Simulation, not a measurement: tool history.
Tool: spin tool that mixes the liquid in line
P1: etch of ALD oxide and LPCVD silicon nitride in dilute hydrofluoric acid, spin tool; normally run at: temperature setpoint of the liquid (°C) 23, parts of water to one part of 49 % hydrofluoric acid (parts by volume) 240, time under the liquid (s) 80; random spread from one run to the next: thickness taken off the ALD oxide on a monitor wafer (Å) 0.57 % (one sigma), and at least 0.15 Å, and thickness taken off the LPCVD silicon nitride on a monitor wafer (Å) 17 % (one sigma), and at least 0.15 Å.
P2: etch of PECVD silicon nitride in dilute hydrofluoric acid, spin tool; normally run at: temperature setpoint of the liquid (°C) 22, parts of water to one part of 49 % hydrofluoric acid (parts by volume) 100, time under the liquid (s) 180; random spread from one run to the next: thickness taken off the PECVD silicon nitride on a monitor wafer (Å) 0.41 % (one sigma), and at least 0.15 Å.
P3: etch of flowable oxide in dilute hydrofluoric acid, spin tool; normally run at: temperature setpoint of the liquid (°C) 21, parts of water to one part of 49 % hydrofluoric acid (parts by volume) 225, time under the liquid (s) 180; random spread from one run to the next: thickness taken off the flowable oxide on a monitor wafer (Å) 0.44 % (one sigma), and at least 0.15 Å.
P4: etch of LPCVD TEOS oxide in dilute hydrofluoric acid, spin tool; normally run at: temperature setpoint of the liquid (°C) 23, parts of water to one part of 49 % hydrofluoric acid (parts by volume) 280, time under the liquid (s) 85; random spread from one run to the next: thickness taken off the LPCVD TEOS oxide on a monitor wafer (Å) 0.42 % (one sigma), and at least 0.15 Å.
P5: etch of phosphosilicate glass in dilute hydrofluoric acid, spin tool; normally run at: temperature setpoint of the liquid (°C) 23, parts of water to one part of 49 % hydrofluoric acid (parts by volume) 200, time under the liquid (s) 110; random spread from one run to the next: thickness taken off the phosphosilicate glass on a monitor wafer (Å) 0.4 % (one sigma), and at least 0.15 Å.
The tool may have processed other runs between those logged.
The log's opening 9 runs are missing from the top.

run,day,process that ran,temperature setpoint of the liquid (°C),parts of water to one part of 49 % hydrofluoric acid (parts by volume),time under the liquid (s),hours since the thermometer was replaced,hours since the hydrofluoric acid flow meter was replaced,thickness taken off the ALD oxide on a monitor wafer (Å),thickness taken off the LPCVD silicon nitride on a monitor wafer (Å),thickness taken off the phosphosilicate glass on a monitor wafer (Å),thickness taken off the PECVD silicon nitride on a monitor wafer (Å),thickness taken off the LPCVD TEOS oxide on a monitor wafer (Å),thickness taken off the flowable oxide on a monitor wafer (Å)
10,5.375,P3,21,225,15,1508.7,1382.4,,,,,,12.102
11,5.825,P1,23,240,80,1519.5,1393.2,79.268,1.2521,,,,
12,6.196,P5,23,40,110,1528.4,1402.1,,,3549.4,,,
13,6.662,P3,21,225,180,1539.6,1413.3,,,,,,144.03
14,7.271,P2,29,100,180,1554.2,1427.9,,,,93.982,,
15,7.892,P3,28.5,225,180,1569.1,1442.8,,,,,,187.5
16,8.179,P5,29.5,200,110,1576,1449.7,,,747.5,,,
17,8.746,P1,18.5,240,80,1589.6,1463.3,66.207,1.4256,,,,
18,9.367,P5,23,200,110,1604.5,1478.2,,,587.25,,,
19,9.95,P1,23,425,25,1618.5,1492.2,11.983,0.33551,,,,
20,10.371,P4,23,280,85,1628.6,1502.3,,,,,55.785,
21,10.721,P1,23,240,80,1637,1510.7,80.184,1.5861,,,,
22,11.112,P1,23,240,15,1646.4,1520.1,14.951,0.46829,,,,
23,11.742,P4,29,280,85,1661.5,1535.2,,,,,69.278,
24,12.058,P1,23,345,80,1669.1,1542.8,49.393,1.5947,,,,
25,12.567,P1,23,240,80,1681.3,1555,80.36,1.845,,,,
26,12.962,P1,23,240,80,1690.8,1564.5,80.759,1.9643,,,,
27,13.375,P2,22,155,180,1700.7,1574.4,,,,38.243,,
28,13.904,P4,23,280,150,1713.4,1587.1,,,,,99.278,
29,14.196,P1,23,70,80,1720.4,1594.1,330.6,4.3252,,,,
30,14.538,P3,21,120,180,1728.6,1602.3,,,,,,299.22
31,14.867,P3,21,225,180,1736.5,1610.2,,,,,,143.13

For run 32, what comes out?
32,15.421,P1,28,240,20,1749.8,1623.5,?,?,,,,

thickness taken off the ALD oxide on a monitor wafer (Å): 23.937
thickness taken off the LPCVD silicon nitride on a monitor wafer (Å): 0.61973
